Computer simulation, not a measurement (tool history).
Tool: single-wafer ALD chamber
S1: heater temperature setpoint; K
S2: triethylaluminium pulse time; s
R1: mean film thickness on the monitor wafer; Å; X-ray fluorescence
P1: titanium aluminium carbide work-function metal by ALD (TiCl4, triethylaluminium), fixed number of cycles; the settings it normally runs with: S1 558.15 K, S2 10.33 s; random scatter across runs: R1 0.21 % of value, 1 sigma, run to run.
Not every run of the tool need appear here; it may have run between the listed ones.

Run 1, hour 4.2: S1 558.15 K, S2 10.33 s. Result: R1 18.827 Å.
Run 2, hour 9.9: S1 558.15 K, S2 4.31 s. Result: R1 15.009 Å.
Run 3, hour 15.9: S1 558.15 K, S2 10.33 s. Result: R1 18.808 Å.
Run 4, hour 18.6: S1 533.15 K, S2 10.33 s. Result: R1 16.705 Å.
Run 5, hour 24.8: S1 558.15 K, S2 10.33 s. Result: R1 18.902 Å.
Run 6, hour 28.3: S1 558.15 K, S2 10.33 s. Result: R1 18.847 Å.
Run 7, hour 34.3: S1 558.15 K, S2 14.71 s. Result: R1 19.263 Å.
Run 8, hour 40.2: S1 579.15 K, S2 10.33 s. Result: R1 20.684 Å.
Run 9, hour 44.6: S1 539.15 K, S2 7.22 s. Result: R1 16.239 Å.
Run 10, hour 48: S1 543.15 K, S2 15.52 s. Result: R1 17.95 Å.
Run 11, hour 53.1: S1 558.15 K, S2 10.33 s. Result: R1 18.797 Å.
Run 12, hour 59.1: S1 539.15 K, S2 14.34 s. Result: R1 17.524 Å.
Run 13, hour 64.6: S1 558.15 K, S2 10.33 s. Result: R1 18.851 Å.
Run 14, hour 69.4: S1 558.15 K, S2 10.33 s. Result: R1 18.657 Å.
Run 15, hour 73.7: S1 558.15 K, S2 10.33 s. Result: R1 18.587 Å.
Run 16, hour 77.5: S1 558.15 K, S2 10.33 s. Result: R1 18.51 Å.
Run 17, hour 83.3: S1 558.15 K, S2 10.33 s. Result: R1 18.433 Å.
Run 18, hour 87.2: S1 558.15 K, S2 10.33 s. Result: R1 18.458 Å.

Run 19, settings as shown, results not yet in. Your forecast:
Run 19, hour 91.7: S1 558.15 K, S2 10.33 s. Result: R1 ?.

{"run 19": {"R1": 18.441}}

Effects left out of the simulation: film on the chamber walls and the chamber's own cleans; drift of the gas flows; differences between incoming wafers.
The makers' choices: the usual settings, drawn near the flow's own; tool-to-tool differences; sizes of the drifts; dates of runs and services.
